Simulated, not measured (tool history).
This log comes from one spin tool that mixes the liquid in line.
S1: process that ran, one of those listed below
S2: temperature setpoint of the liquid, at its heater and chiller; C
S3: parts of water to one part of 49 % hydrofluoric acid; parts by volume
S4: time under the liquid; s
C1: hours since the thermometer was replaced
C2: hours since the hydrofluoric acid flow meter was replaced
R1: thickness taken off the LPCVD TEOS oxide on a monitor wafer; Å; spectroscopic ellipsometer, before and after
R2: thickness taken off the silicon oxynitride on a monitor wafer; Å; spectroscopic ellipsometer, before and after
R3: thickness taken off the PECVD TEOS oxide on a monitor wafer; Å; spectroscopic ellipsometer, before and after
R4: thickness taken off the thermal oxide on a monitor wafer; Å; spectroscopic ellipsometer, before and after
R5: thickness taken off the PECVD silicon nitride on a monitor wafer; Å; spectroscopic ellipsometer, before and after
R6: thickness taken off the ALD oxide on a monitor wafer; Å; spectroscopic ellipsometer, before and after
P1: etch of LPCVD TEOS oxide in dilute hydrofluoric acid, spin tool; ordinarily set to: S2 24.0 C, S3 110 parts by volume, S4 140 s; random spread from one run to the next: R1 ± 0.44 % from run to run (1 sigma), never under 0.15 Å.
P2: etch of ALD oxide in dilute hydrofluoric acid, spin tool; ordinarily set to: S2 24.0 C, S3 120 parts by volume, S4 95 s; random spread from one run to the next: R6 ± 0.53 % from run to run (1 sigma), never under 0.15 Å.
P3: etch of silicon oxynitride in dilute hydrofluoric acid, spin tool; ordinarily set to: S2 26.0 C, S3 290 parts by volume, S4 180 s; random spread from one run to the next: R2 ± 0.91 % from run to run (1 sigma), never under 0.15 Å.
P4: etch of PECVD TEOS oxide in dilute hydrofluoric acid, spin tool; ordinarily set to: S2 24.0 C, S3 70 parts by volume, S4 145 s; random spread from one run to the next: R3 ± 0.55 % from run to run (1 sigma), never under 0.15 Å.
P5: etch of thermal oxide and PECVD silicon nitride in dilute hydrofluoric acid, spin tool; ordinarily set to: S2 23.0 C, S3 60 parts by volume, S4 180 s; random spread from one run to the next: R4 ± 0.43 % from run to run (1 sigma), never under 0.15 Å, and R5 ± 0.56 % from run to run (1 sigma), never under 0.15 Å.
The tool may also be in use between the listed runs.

{"run": 1, "day": 0.167, "S1": "P1", "S2": 24.0, "S3": 110, "S4": 140, "C1": 280.6, "C2": 215.1, "R1": 222.62}
{"run": 2, "day": 0.288, "S1": "P1", "S2": 24.0, "S3": 110, "S4": 140, "C1": 283.5, "C2": 218.0, "R1": 220.41}
{"run": 3, "day": 0.379, "S1": "P1", "S2": 24.0, "S3": 110, "S4": 140, "C1": 285.7, "C2": 220.2, "R1": 222.71}
{"run": 4, "day": 0.529, "S1": "P1", "S2": 24.0, "S3": 50, "S4": 50, "C1": 289.3, "C2": 223.8, "R1": 188.8}
{"run": 5, "day": 0.629, "S1": "P1", "S2": 24.0, "S3": 185, "S4": 140, "C1": 291.7, "C2": 226.2, "R1": 121.99}
{"run": 6, "day": 0.808, "S1": "P3", "S2": 26.0, "S3": 290, "S4": 180, "C1": 296.0, "C2": 230.5, "R2": 28.232}
{"run": 7, "day": 0.942, "S1": "P4", "S2": 24.0, "S3": 70, "S4": 15, "C1": 299.2, "C2": 233.7, "R3": 18.389}
{"run": 8, "day": 1.104, "S1": "P1", "S2": 24.0, "S3": 110, "S4": 140, "C1": 303.1, "C2": 237.6, "R1": 221.88}
{"run": 9, "day": 1.254, "S1": "P5", "S2": 23.0, "S3": 60, "S4": 180, "C1": 306.7, "C2": 241.2, "R4": 143.51, "R5": 89.282}
{"run": 10, "day": 1.438, "S1": "P4", "S2": 24.0, "S3": 70, "S4": 145, "C1": 311.1, "C2": 245.6, "R3": 176.01}
{"run": 11, "day": 1.588, "S1": "P5", "S2": 17.0, "S3": 60, "S4": 180, "C1": 314.7, "C2": 249.2, "R4": 112.61, "R5": 59.599}
{"run": 12, "day": 1.754, "S1": "P1", "S2": 24.0, "S3": 110, "S4": 140, "C1": 318.7, "C2": 253.2, "R1": 224.12}
{"run": 13, "day": 1.896, "S1": "P2", "S2": 24.0, "S3": 120, "S4": 95, "C1": 322.1, "C2": 256.6, "R6": 251.96}
{"run": 14, "day": 2.0, "S1": "P3", "S2": 26.0, "S3": 290, "S4": 40, "C1": 324.6, "C2": 259.1, "R2": 6.1123}
{"run": 15, "day": 2.088, "S1": "P1", "S2": 24.0, "S3": 65, "S4": 140, "C1": 326.7, "C2": 261.2, "R1": 397.42}
{"run": 16, "day": 2.262, "S1": "P2", "S2": 24.0, "S3": 120, "S4": 170, "C1": 330.9, "C2": 265.4, "R6": 455.15}
{"run": 17, "day": 2.375, "S1": "P3", "S2": 26.0, "S3": 80, "S4": 180, "C1": 333.6, "C2": 268.1, "R2": 120.55}
{"run": 18, "day": 2.475, "S1": "P2", "S2": 30.5, "S3": 120, "S4": 95, "C1": 336.0, "C2": 270.5, "R6": 324.72}
{"run": 19, "day": 2.658, "S1": "P4", "S2": 24.0, "S3": 70, "S4": 145, "C1": 340.4, "C2": 274.9, "R3": 175.83}
{"run": 20, "day": 2.858, "S1": "P1", "S2": 24.0, "S3": 110, "S4": 140, "C1": 345.2, "C2": 279.7, "R1": 222.28}
{"run": 21, "day": 2.95, "S1": "P1", "S2": 24.0, "S3": 110, "S4": 65, "C1": 347.4, "C2": 281.9, "R1": 104.29}
{"run": 22, "day": 3.104, "S1": "P1", "S2": 17.0, "S3": 110, "S4": 140, "C1": 351.1, "C2": 285.6, "R1": 166.68}
{"run": 23, "day": 3.238, "S1": "P3", "S2": 19.0, "S3": 290, "S4": 180, "C1": 354.3, "C2": 288.8, "R2": 20.631}
{"run": 24, "day": 3.408, "S1": "P5", "S2": 23.0, "S3": 90, "S4": 180, "C1": 358.4, "C2": 292.9, "R4": 92.411, "R5": 60.775}
{"run": 25, "day": 3.554, "S1": "P5", "S2": 23.0, "S3": 60, "S4": 95, "C1": 361.9, "C2": 296.4, "R4": 76.514, "R5": 47.798}
{"run": 26, "day": 3.746, "S1": "P3", "S2": 26.0, "S3": 290, "S4": 180, "C1": 366.5, "C2": 301.0, "R2": 28.425}
{"run": 27, "day": 3.862, "S1": "P1", "S2": 24.0, "S3": 110, "S4": 140, "C1": 369.3, "C2": 303.8, "R1": 223.6}
{"run": 28, "day": 4.058, "S1": "P1", "S2": 30.0, "S3": 110, "S4": 140, "C1": 374.0, "C2": 308.5, "R1": 279.37}
{"run": 29, "day": 4.242, "S1": "P4", "S2": 24.0, "S3": 30, "S4": 145, "C1": 378.4, "C2": 312.9, "R3": 433.3}
{"run": 30, "day": 4.354, "S1": "P5", "S2": 23.0, "S3": 60, "S4": 180, "C1": 381.1, "C2": 315.6, "R4": 144.4, "R5": 89.751}
{"run": 31, "day": 4.504, "S1": "P4", "S2": 17.0, "S3": 70, "S4": 145, "C1": 384.7, "C2": 319.2, "R3": 132.31}
{"run": 32, "day": 4.621, "S1": "P1", "S2": 24.0, "S3": 110, "S4": 220, "C1": 387.5, "C2": 322.0, "R1": 351.78}
{"run": 33, "day": 4.729, "S1": "P2", "S2": 24.0, "S3": 65, "S4": 95, "C1": 390.1, "C2": 324.6, "R6": 499.2}
{"run": 34, "day": 4.875, "S1": "P1", "S2": 24.0, "S3": 110, "S4": 140, "C1": 393.6, "C2": 328.1, "R1": 221.42}
{"run": 35, "day": 4.967, "S1": "P1", "S2": 24.0, "S3": 110, "S4": 140, "C1": 395.8, "C2": 330.3, "R1": 218.25}
{"run": 36, "day": 5.054, "S1": "P1", "S2": 24.0, "S3": 110, "S4": 140, "C1": 397.9, "C2": 332.4, "R1": 215.7}
{"run": 37, "day": 5.212, "S1": "P1", "S2": 24.0, "S3": 110, "S4": 140, "C1": 401.7, "C2": 336.2, "R1": 213.88}
{"run": 38, "day": 5.388, "S1": "P1", "S2": 24.0, "S3": 110, "S4": 140, "C1": 405.9, "C2": 340.4, "R1": 210.9}
{"run": 39, "day": 5.496, "S1": "P1", "S2": 24.0, "S3": 110, "S4": 140, "C1": 408.5, "C2": 343.0, "R1": 211.89}
{"run": 40, "day": 5.646, "S1": "P1", "S2": 24.0, "S3": 110, "S4": 140, "C1": 412.1, "C2": 346.6, "R1": 209.98}
{"run": 41, "day": 5.771, "S1": "P1", "S2": 24.0, "S3": 110, "S4": 140, "C1": 415.1, "C2": 349.6, "R1": 210.72}
{"run": 42, "day": 5.904, "S1": "P1", "S2": 24.0, "S3": 110, "S4": 140, "C1": 418.3, "C2": 352.8, "R1": 210.56}
{"run": 43, "day": 6.004, "S1": "P1", "S2": 24.0, "S3": 110, "S4": 140, "C1": 420.7, "C2": 355.2, "R1": 208.94}

Compared with where it was, what P1 gives has crept away. Each cause listed below fits the log as well as the rest, at the size given for it:
A: liquid colder than its thermometer reads (K) = 1.6
B: hydrofluoric acid flow below the setpoint (%) = 5.4
Creep in the process output first set in at about day 4.875.

The check runs listed below each take one wafer, and their results are still question marks. Under which run would the listed causes lead to clearly different results?
{"run": "check 1", "day": 6.104, "S1": "P2", "S2": 24.0, "S3": 120, "S4": 95, "R6": "?"}
{"run": "check 2", "day": 6.104, "S1": "P5", "S2": 23.0, "S3": 60, "S4": 180, "R4": "?", "R5": "?"}
{"run": "check 3", "day": 6.104, "S1": "P3", "S2": 26.0, "S3": 290, "S4": 180, "R2": "?"}
{"run": "check 4", "day": 6.104, "S1": "P4", "S2": 24.0, "S3": 70, "S4": 145, "R3": "?"}

Expected result of each check under each candidate cause:
check=check_1 result=R6 if_A=237.39 if_B=237.23
check=check_2 result=R4 if_A=135.320 if_B=136.210
check=check_2 result=R5 if_A=80.829 if_B=85.359
check=check_3 result=R2 if_A=26.2770 if_B=26.2690
check=check_4 result=R3 if_A=165.700 if_B=166.450
Per check, the gap between the least separated pair of causes, taken in the result that splits them most: check 1 0.07 %; check 2 5.45 %; check 3 0.03 %; check 4 0.46 %
The causes can be told apart only by check 2. The other checks would give nearly the same results under each of them.

With check 2 done, the readings were: R4 135.180 Å; R5 81.233 Å. Identify which of the listed causes applies.

The correct cause is A, namely: liquid colder than its thermometer reads (K).
